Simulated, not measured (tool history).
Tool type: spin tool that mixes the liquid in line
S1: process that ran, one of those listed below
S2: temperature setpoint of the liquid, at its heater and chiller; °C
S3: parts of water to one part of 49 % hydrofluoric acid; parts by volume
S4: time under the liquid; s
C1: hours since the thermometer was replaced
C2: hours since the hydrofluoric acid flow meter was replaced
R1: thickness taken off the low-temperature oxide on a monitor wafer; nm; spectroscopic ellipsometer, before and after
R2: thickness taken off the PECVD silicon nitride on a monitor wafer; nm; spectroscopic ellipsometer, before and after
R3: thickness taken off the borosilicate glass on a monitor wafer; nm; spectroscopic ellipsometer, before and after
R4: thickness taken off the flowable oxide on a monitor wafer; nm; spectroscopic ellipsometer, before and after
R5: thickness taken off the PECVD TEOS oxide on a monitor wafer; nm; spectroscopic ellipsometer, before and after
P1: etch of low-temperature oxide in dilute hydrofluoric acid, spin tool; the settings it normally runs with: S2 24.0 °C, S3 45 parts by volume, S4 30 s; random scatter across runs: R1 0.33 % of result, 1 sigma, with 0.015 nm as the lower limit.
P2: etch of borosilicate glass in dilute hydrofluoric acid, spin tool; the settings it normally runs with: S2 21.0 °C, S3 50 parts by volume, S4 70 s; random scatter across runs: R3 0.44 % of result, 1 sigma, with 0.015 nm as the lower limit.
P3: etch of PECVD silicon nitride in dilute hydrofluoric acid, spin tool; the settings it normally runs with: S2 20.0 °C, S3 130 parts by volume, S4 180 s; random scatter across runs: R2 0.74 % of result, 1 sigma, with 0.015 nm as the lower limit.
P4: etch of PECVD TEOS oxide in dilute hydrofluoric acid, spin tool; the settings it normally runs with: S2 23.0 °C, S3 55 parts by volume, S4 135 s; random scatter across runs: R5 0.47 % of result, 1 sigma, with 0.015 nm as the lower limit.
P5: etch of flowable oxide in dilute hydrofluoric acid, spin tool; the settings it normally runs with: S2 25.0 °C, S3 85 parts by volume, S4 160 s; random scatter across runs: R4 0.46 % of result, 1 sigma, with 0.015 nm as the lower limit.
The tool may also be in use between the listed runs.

run 1 day=0.667 | S1=P1 S2=24.0 S3=45 S4=30 | C1=236.4 C2=954.1 | R1=13.5020
run 2 day=1.317 | S1=P3 S2=23.5 S3=130 S4=180 | C1=252.0 C2=969.7 | R2=3.9959
run 3 day=1.667 | S1=P2 S2=21.0 S3=50 S4=70 | C1=260.4 C2=978.1 | R3=52.969
run 4 day=2.275 | S1=P1 S2=29.5 S3=45 S4=30 | C1=275.0 C2=992.7 | R1=16.8870
run 5 day=2.821 | S1=P2 S2=17.0 S3=50 S4=70 | C1=288.1 C2=1005.8 | R3=45.030
run 6 day=3.275 | S1=P2 S2=21.0 S3=20 S4=70 | C1=299.0 C2=1016.7 | R3=139.410
run 7 day=3.833 | S1=P1 S2=24.0 S3=45 S4=30 | C1=312.4 C2=1030.1 | R1=13.4700
run 8 day=4.233 | S1=P1 S2=24.0 S3=65 S4=30 | C1=322.0 C2=1039.7 | R1=9.0484
run 9 day=4.792 | S1=P1 S2=24.0 S3=45 S4=30 | C1=335.4 C2=1053.1 | R1=13.4010
run 10 day=5.171 | S1=P5 S2=25.0 S3=140 S4=160 | C1=344.5 C2=1062.2 | R4=24.288
run 11 day=5.583 | S1=P5 S2=29.5 S3=85 S4=160 | C1=354.4 C2=1072.1 | R4=51.127
run 12 day=6.138 | S1=P5 S2=25.0 S3=85 S4=60 | C1=367.7 C2=1085.4 | R4=16.009
run 13 day=6.504 | S1=P3 S2=20.0 S3=130 S4=95 | C1=376.5 C2=1094.2 | R2=1.6742
run 14 day=6.946 | S1=P1 S2=24.0 S3=45 S4=60 | C1=387.1 C2=1104.8 | R1=26.9550
run 15 day=7.258 | S1=P4 S2=23.0 S3=55 S4=135 | C1=394.6 C2=1112.3 | R5=40.0140
run 16 day=7.629 | S1=P5 S2=25.0 S3=85 S4=160 | C1=403.5 C2=1121.2 | R4=42.528
run 17 day=8.008 | S1=P4 S2=18.0 S3=55 S4=135 | C1=412.6 C2=1130.3 | R5=32.3760
run 18 day=8.608 | S1=P2 S2=21.0 S3=50 S4=120 | C1=427.0 C2=1144.7 | R3=91.558
run 19 day=9.179 | S1=P1 S2=24.0 S3=45 S4=30 | C1=440.7 C2=1158.4 | R1=13.4300
run 20 day=9.767 | S1=P1 S2=29.5 S3=45 S4=60 | C1=454.8 C2=1172.5 | R1=33.4490
run 21 day=10.267 | S1=P1 S2=24.0 S3=25 S4=30 | C1=466.8 C2=1184.5 | R1=24.7410
run 22 day=10.954 | S1=P2 S2=21.0 S3=50 S4=70 | C1=483.3 C2=1201.0 | R3=53.302
run 23 day=11.412 | S1=P5 S2=25.0 S3=85 S4=160 | C1=494.3 C2=1212.0 | R4=42.892
run 24 day=12.033 | S1=P3 S2=20.0 S3=200 S4=180 | C1=509.2 C2=1226.9 | R2=2.0867
run 25 day=12.571 | S1=P3 S2=20.0 S3=130 S4=180 | C1=522.1 C2=1239.8 | R2=3.1528
run 26 day=13.067 | S1=P1 S2=24.0 S3=45 S4=30 | C1=534.0 C2=1251.7 | R1=13.4220
run 27 day=13.662 | S1=P4 S2=23.0 S3=55 S4=25 | C1=548.3 C2=1266.0 | R5=7.4574
run 28 day=14.258 | S1=P1 S2=17.0 S3=45 S4=30 | C1=562.6 C2=1280.3 | R1=9.9894
run 29 day=14.608 | S1=P4 S2=23.0 S3=20 S4=135 | C1=571.0 C2=1288.7 | R5=115.1000
run 30 day=15.283 | S1=P1 S2=24.0 S3=45 S4=15 | C1=587.2 C2=1304.9 | R1=6.7582
run 31 day=15.804 | S1=P1 S2=20.0 S3=45 S4=15 | C1=599.7 C2=1317.4 | R1=5.7136
run 32 day=16.392 | S1=P1 S2=24.0 S3=30 S4=50 | C1=613.8 C2=1331.5 | R1=34.3640
run 33 day=16.738 | S1=P1 S2=24.0 S3=45 S4=30 | C1=622.1 C2=1339.8 | R1=13.4490
run 34 day=17.217 | S1=P1 S2=24.0 S3=45 S4=30 | C1=633.6 C2=1351.3 | R1=13.8580
run 35 day=17.858 | S1=P1 S2=24.0 S3=45 S4=30 | C1=649.0 C2=1366.7 | R1=14.2200
run 36 day=18.529 | S1=P1 S2=24.0 S3=45 S4=30 | C1=665.1 C2=1382.8 | R1=14.4230

Run 37 has not been measured yet. What should we expect?
run 37 day=18.967 | S1=P1 S2=24.0 S3=45 S4=30 | C1=675.6 C2=1393.3 | R1=?

R1: 14.6060 nm

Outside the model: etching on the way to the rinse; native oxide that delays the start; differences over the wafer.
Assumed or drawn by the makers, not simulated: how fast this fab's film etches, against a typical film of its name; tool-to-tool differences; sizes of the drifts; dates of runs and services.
